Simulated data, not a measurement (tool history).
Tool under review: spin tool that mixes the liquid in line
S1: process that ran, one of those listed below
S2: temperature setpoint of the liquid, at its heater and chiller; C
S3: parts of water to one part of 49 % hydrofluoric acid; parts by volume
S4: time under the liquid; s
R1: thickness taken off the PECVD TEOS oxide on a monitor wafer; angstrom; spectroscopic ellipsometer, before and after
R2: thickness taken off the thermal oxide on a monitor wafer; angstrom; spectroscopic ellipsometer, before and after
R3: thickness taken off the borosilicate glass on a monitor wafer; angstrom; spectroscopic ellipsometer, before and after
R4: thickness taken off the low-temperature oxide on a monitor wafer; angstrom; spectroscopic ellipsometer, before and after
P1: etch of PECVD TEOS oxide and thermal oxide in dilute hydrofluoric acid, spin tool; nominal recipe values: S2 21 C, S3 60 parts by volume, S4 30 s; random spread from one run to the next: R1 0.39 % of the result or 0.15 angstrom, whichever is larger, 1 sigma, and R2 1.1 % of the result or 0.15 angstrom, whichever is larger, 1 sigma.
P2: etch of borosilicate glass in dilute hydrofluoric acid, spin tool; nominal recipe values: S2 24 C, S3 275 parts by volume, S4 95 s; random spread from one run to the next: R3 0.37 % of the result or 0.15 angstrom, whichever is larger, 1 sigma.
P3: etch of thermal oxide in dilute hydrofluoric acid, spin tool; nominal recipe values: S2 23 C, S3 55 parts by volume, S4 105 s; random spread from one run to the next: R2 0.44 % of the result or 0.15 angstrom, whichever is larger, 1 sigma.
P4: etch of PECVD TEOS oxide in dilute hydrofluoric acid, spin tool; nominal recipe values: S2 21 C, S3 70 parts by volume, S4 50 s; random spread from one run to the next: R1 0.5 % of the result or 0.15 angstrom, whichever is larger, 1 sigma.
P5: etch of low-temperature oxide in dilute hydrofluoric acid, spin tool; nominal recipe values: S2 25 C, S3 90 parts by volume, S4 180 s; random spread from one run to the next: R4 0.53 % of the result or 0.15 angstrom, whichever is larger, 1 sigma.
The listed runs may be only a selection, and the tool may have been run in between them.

{"run": 1, "hour": 15.1, "S1": "P1", "S2": 21, "S3": 60, "S4": 30, "R1": 124.79, "R2": 23.342}
{"run": 2, "hour": 25.1, "S1": "P1", "S2": 21, "S3": 60, "S4": 30, "R1": 125.27, "R2": 23.008}
{"run": 3, "hour": 39.4, "S1": "P1", "S2": 25.5, "S3": 60, "S4": 50, "R1": 251.37, "R2": 46.732}
{"run": 4, "hour": 47.6, "S1": "P2", "S2": 24, "S3": 275, "S4": 15, "R3": 11.057}
{"run": 5, "hour": 58.4, "S1": "P3", "S2": 17.5, "S3": 55, "S4": 105, "R2": 66.943}
{"run": 6, "hour": 69.0, "S1": "P1", "S2": 21, "S3": 100, "S4": 30, "R1": 71.462, "R2": 13.246}
{"run": 7, "hour": 78.6, "S1": "P1", "S2": 21, "S3": 25, "S4": 15, "R1": 157.97, "R2": 29.549}
{"run": 8, "hour": 88.9, "S1": "P1", "S2": 21, "S3": 60, "S4": 55, "R1": 227.04, "R2": 42.351}
{"run": 9, "hour": 97.6, "S1": "P5", "S2": 30, "S3": 90, "S4": 180, "R4": 581.63}
{"run": 10, "hour": 108.7, "S1": "P3", "S2": 23, "S3": 55, "S4": 105, "R2": 84.591}
{"run": 11, "hour": 125.9, "S1": "P1", "S2": 21, "S3": 20, "S4": 30, "R1": 392.93, "R2": 73.805}
{"run": 12, "hour": 140.8, "S1": "P4", "S2": 21, "S3": 70, "S4": 50, "R1": 88.326}
{"run": 13, "hour": 153.6, "S1": "P1", "S2": 21, "S3": 60, "S4": 30, "R1": 124.5, "R2": 23.841}
{"run": 14, "hour": 170.4, "S1": "P2", "S2": 31, "S3": 275, "S4": 95, "R3": 88.864}
{"run": 15, "hour": 185.5, "S1": "P3", "S2": 23, "S3": 30, "S4": 105, "R2": 158.93}
{"run": 16, "hour": 202.1, "S1": "P1", "S2": 21, "S3": 60, "S4": 15, "R1": 62.358, "R2": 11.724}
{"run": 17, "hour": 214.0, "S1": "P4", "S2": 21, "S3": 70, "S4": 15, "R1": 26.537}
{"run": 18, "hour": 226.7, "S1": "P5", "S2": 25, "S3": 40, "S4": 180, "R4": 1148}
{"run": 19, "hour": 241.3, "S1": "P2", "S2": 24, "S3": 275, "S4": 95, "R3": 69.904}
{"run": 20, "hour": 258.3, "S1": "P3", "S2": 23, "S3": 55, "S4": 20, "R2": 15.964}
{"run": 21, "hour": 274.7, "S1": "P1", "S2": 17, "S3": 60, "S4": 30, "R1": 104.8, "R2": 19.607}
{"run": 22, "hour": 288.0, "S1": "P2", "S2": 24, "S3": 415, "S4": 95, "R3": 40.716}
{"run": 23, "hour": 301.0, "S1": "P5", "S2": 25, "S3": 90, "S4": 180, "R4": 481.17}
{"run": 24, "hour": 311.2, "S1": "P4", "S2": 17, "S3": 70, "S4": 50, "R1": 74.88}
{"run": 25, "hour": 325.3, "S1": "P5", "S2": 25, "S3": 90, "S4": 180, "R4": 480.06}
{"hour": 327.9, "done": "hydrofluoric acid flow meter replaced"}
{"run": 26, "hour": 333.1, "S1": "P1", "S2": 21, "S3": 60, "S4": 30, "R1": 123.99, "R2": 23.438}
{"run": 27, "hour": 343.5, "S1": "P4", "S2": 21, "S3": 125, "S4": 50, "R1": 46.088}
{"run": 28, "hour": 353.7, "S1": "P1", "S2": 21, "S3": 60, "S4": 30, "R1": 124.47, "R2": 22.853}
{"run": 29, "hour": 363.9, "S1": "P2", "S2": 24, "S3": 275, "S4": 95, "R3": 69.931}
{"run": 30, "hour": 381.0, "S1": "P3", "S2": 23, "S3": 55, "S4": 105, "R2": 84.56}
{"run": 31, "hour": 391.2, "S1": "P5", "S2": 25, "S3": 90, "S4": 60, "R4": 158.06}
{"run": 32, "hour": 403.2, "S1": "P1", "S2": 25, "S3": 60, "S4": 30, "R1": 147.51, "R2": 26.677}
{"run": 33, "hour": 411.6, "S1": "P1", "S2": 21, "S3": 60, "S4": 30, "R1": 125.43, "R2": 23.583}
{"run": 34, "hour": 425.6, "S1": "P1", "S2": 21, "S3": 60, "S4": 30, "R1": 124.4, "R2": 22.858}
{"run": 35, "hour": 435.3, "S1": "P1", "S2": 21, "S3": 60, "S4": 30, "R1": 124.49, "R2": 23.067}
{"run": 36, "hour": 445.1, "S1": "P1", "S2": 21, "S3": 60, "S4": 30, "R1": 120.33, "R2": 22.211}
{"run": 37, "hour": 454.2, "S1": "P1", "S2": 21, "S3": 60, "S4": 30, "R1": 117.11, "R2": 21.777}
{"run": 38, "hour": 465.0, "S1": "P1", "S2": 21, "S3": 60, "S4": 30, "R1": 116.25, "R2": 21.631}
{"run": 39, "hour": 479.3, "S1": "P1", "S2": 21, "S3": 60, "S4": 30, "R1": 114.46, "R2": 21.33}
{"run": 40, "hour": 492.0, "S1": "P1", "S2": 21, "S3": 60, "S4": 30, "R1": 113.86, "R2": 21.075}
{"run": 41, "hour": 501.9, "S1": "P1", "S2": 21, "S3": 60, "S4": 30, "R1": 114.06, "R2": 20.844}
{"run": 42, "hour": 512.1, "S1": "P1", "S2": 21, "S3": 60, "S4": 30, "R1": 113.3, "R2": 21.293}

The output of P1 has drifted from where it used to be. Each of the 2 causes below, taken at the size shown beside it, accounts for the log equally well:
A: liquid colder than its thermometer reads (K) = 2.24
B: hydrofluoric acid flow below the setpoint (%) = 8.38
At approximately hour 435.3, the process output began to creep.

Consider the 4 single-wafer check runs listed below, results given as question marks: which one distinguishes between the causes by giving clearly different results for each?
{"run": "check 1", "hour": 522.3, "S1": "P2", "S2": 24, "S3": 275, "S4": 95, "R3": "?"}
{"run": "check 2", "hour": 522.3, "S1": "P5", "S2": 25, "S3": 90, "S4": 180, "R4": "?"}
{"run": "check 3", "hour": 522.3, "S1": "P4", "S2": 21, "S3": 70, "S4": 50, "R1": "?"}
{"run": "check 4", "hour": 522.3, "S1": "P3", "S2": 23, "S3": 55, "S4": 105, "R2": "?"}

Check results expected under each cause:
check=check_1 result=R3 if_A=64.608 if_B=62.56
check=check_2 result=R4 if_A=438.5 if_B=434.81
check=check_3 result=R1 if_A=80.08 if_B=79.985
check=check_4 result=R2 if_A=76.763 if_B=76.72
Distance between the nearest two causes, measured in the result of the check that separates them most: check 1 3.22 %; check 2 0.85 %; check 3 0.12 %; check 4 0.06 %
Only check 1 tells the causes apart: in the others they would give nearly the same result.

With check 1 done, the readings were: R3 64.834 angstrom. Identify which of the listed causes applies.

The cause is A: liquid colder than its thermometer reads (K).
